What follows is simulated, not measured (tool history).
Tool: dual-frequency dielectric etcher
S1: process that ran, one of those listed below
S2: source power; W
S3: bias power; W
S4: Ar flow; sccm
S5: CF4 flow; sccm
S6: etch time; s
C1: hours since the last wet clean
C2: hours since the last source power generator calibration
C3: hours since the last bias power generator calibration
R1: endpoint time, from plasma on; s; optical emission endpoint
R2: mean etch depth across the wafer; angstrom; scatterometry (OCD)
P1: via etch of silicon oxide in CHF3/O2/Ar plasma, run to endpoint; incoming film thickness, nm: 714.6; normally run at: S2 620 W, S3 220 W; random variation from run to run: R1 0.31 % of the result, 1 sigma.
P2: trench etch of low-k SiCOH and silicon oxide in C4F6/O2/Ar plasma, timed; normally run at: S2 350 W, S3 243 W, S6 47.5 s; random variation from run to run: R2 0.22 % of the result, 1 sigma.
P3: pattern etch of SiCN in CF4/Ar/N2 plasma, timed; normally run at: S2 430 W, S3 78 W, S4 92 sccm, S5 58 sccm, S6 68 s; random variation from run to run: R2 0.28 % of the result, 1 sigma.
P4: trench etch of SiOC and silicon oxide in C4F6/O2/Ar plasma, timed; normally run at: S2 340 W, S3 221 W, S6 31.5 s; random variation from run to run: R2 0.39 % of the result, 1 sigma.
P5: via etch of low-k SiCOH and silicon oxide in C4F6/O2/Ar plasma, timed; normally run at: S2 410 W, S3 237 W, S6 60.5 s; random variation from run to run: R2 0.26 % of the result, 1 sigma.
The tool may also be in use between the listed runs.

{"run": 1, "hour": 5.3, "S1": "P1", "S2": 620, "S3": 220, "C1": 341.7, "C2": 683.4, "C3": 3119.7, "R1": 337}
{"run": 2, "hour": 8.5, "S1": "P3", "S2": 430, "S3": 78, "S4": 92, "S5": 58, "S6": 95.5, "C1": 344.9, "C2": 686.6, "C3": 3122.9, "R2": 771.19}
{"run": 3, "hour": 12.7, "S1": "P4", "S2": 460, "S3": 221, "S6": 31.5, "C1": 349.1, "C2": 690.8, "C3": 3127.1, "R2": 702.82}
{"run": 4, "hour": 15.4, "S1": "P3", "S2": 430, "S3": 78, "S4": 57, "S5": 58, "S6": 68, "C1": 351.8, "C2": 693.5, "C3": 3129.8, "R2": 586.95}
{"run": 5, "hour": 20.9, "S1": "P1", "S2": 620, "S3": 220, "C1": 357.3, "C2": 699, "C3": 3135.3, "R1": 337.67}
{"run": 6, "hour": 24.3, "S1": "P5", "S2": 410, "S3": 237, "S6": 60.5, "C1": 360.7, "C2": 702.4, "C3": 3138.7, "R2": 1825.5}
{"run": 7, "hour": 27.8, "S1": "P1", "S2": 620, "S3": 143, "C1": 364.2, "C2": 705.9, "C3": 3142.2, "R1": 389.5}
{"run": 8, "hour": 30.9, "S1": "P2", "S2": 470, "S3": 243, "S6": 47.5, "C1": 367.3, "C2": 709, "C3": 3145.3, "R2": 1841.6}
{"run": 9, "hour": 33.6, "S1": "P3", "S2": 270, "S3": 78, "S4": 92, "S5": 58, "S6": 68, "C1": 370, "C2": 711.7, "C3": 3148, "R2": 368.38}
{"run": 10, "hour": 37.7, "S1": "P1", "S2": 800, "S3": 220, "C1": 374.1, "C2": 715.8, "C3": 3152.1, "R1": 306.28}
{"run": 11, "hour": 41.0, "S1": "P5", "S2": 410, "S3": 162, "S6": 60.5, "C1": 377.4, "C2": 719.1, "C3": 3155.4, "R2": 1602.2}
{"run": 12, "hour": 44.0, "S1": "P4", "S2": 340, "S3": 221, "S6": 31.5, "C1": 380.4, "C2": 722.1, "C3": 3158.4, "R2": 622.34}
{"run": 13, "hour": 49.5, "S1": "P2", "S2": 350, "S3": 186, "S6": 47.5, "C1": 385.9, "C2": 727.6, "C3": 3163.9, "R2": 1500.6}
{"run": 14, "hour": 52.6, "S1": "P2", "S2": 350, "S3": 243, "S6": 62.5, "C1": 389, "C2": 730.7, "C3": 3167, "R2": 2162.1}
{"run": 15, "hour": 58.2, "S1": "P1", "S2": 620, "S3": 220, "C1": 394.6, "C2": 736.3, "C3": 3172.6, "R1": 338.23}
{"run": 16, "hour": 64.3, "S1": "P4", "S2": 340, "S3": 221, "S6": 24, "C1": 400.7, "C2": 742.4, "C3": 3178.7, "R2": 471.81}
{"run": 17, "hour": 68.0, "S1": "P2", "S2": 350, "S3": 243, "S6": 47.5, "C1": 404.4, "C2": 746.1, "C3": 3182.4, "R2": 1642.3}
{"run": 18, "hour": 73.6, "S1": "P1", "S2": 820, "S3": 285, "C1": 410, "C2": 751.7, "C3": 3188, "R1": 275.3}
{"run": 19, "hour": 77.9, "S1": "P5", "S2": 260, "S3": 237, "S6": 60.5, "C1": 414.3, "C2": 756, "C3": 3192.3, "R2": 1525.5}
{"hour": 79.5, "done": "bias power generator calibrated"}
{"run": 20, "hour": 82.3, "S1": "P3", "S2": 430, "S3": 78, "S4": 92, "S5": 44, "S6": 68, "C1": 418.7, "C2": 760.4, "C3": 2.9, "R2": 527.33}
{"run": 21, "hour": 85.8, "S1": "P1", "S2": 620, "S3": 311, "C1": 422.2, "C2": 763.9, "C3": 6.4, "R1": 297.59}
{"run": 22, "hour": 91.8, "S1": "P5", "S2": 410, "S3": 237, "S6": 42, "C1": 428.2, "C2": 769.9, "C3": 12.4, "R2": 1261.6}

Forecast run 23:
{"run": 23, "hour": 94.5, "S1": "P1", "S2": 360, "S3": 220, "C1": 430.9, "C2": 772.6, "C3": 15.1, "R1": "?"}

{"run 23": {"R1": 411.27}}

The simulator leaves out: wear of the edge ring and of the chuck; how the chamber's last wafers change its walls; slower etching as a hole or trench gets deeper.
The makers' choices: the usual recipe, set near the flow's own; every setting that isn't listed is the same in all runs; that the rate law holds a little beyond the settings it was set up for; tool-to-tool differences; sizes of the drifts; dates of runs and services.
